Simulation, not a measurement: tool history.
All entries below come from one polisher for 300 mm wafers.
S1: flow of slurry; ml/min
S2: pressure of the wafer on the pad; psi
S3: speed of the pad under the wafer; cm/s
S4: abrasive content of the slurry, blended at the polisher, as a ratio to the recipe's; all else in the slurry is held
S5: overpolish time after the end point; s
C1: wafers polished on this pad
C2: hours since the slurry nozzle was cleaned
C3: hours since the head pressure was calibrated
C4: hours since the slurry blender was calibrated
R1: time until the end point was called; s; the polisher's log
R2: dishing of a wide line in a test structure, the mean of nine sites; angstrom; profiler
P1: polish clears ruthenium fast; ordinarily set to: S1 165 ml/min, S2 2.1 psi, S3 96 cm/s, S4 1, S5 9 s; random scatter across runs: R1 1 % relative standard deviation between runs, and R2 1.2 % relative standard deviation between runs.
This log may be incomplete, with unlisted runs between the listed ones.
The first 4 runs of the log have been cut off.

run,hour,S1,S2,S3,S4,S5,C1,C2,C3,C4,R1,R2
5,59.7,165,2.1,96,1,3,568,261,1075.3,157.3,109.54,69.168
6,72.7,165,2.1,96,0.65,16,671,274,1088.3,170.3,134.89,252.57
7,86.6,165,2.1,96,1.35,17,781,287.9,1102.2,184.2,98.098,358.41
8,95.2,165,2.1,52,1,9,849,296.5,1110.8,192.8,201.1,106.91
9,102,165,2.1,96,1,9,903,303.3,1117.6,199.6,110.43,189.22
10,109.6,165,2.1,96,0.55,9,964,310.9,1125.2,207.2,150.51,143.69
11,121,100,2.1,96,1,12,1054,322.3,1136.6,218.6,121.53,223.72
12,129.7,165,2.1,96,1.45,9,1123,331,1145.3,227.3,94.669,216.32
13,139.1,100,2.1,96,1,9,1198,340.4,1154.7,236.7,122.16,171.78
# hour 145.2: head pressure recalibrated
14,149.3,165,2.1,96,1,9,1278,350.6,4.1,246.9,110.67,191.03
15,158.9,260,2.1,96,1,9,1355,360.2,13.7,256.5,102.75,196.65
16,171.9,165,2.1,96,1,17,1458,373.2,26.7,269.5,108.56,322.21
17,178.3,165,2.1,96,1,9,1509,379.6,33.1,275.9,110.96,189.78
18,191.5,165,2.1,144,1,9,1613,392.8,46.3,289.1,73.11,264.92
19,200.5,165,2.1,96,1,9,1685,401.8,55.3,298.1,110.38,185.08
20,210.4,165,2.1,96,1,9,1763,411.7,65.2,308,112,183.11
21,224.2,165,2.1,96,1,9,1873,425.5,79,321.8,114.51,178.93
22,234.2,165,2.1,96,1,9,1952,435.5,89,331.8,116.76,177.41

Estimate the outcome of run 23 from the log above:
23,244.6,165,2.1,96,1,9,2035,445.9,99.4,342.2,?,?

{"run 23": {"R1": 119.27, "R2": 179.05}}

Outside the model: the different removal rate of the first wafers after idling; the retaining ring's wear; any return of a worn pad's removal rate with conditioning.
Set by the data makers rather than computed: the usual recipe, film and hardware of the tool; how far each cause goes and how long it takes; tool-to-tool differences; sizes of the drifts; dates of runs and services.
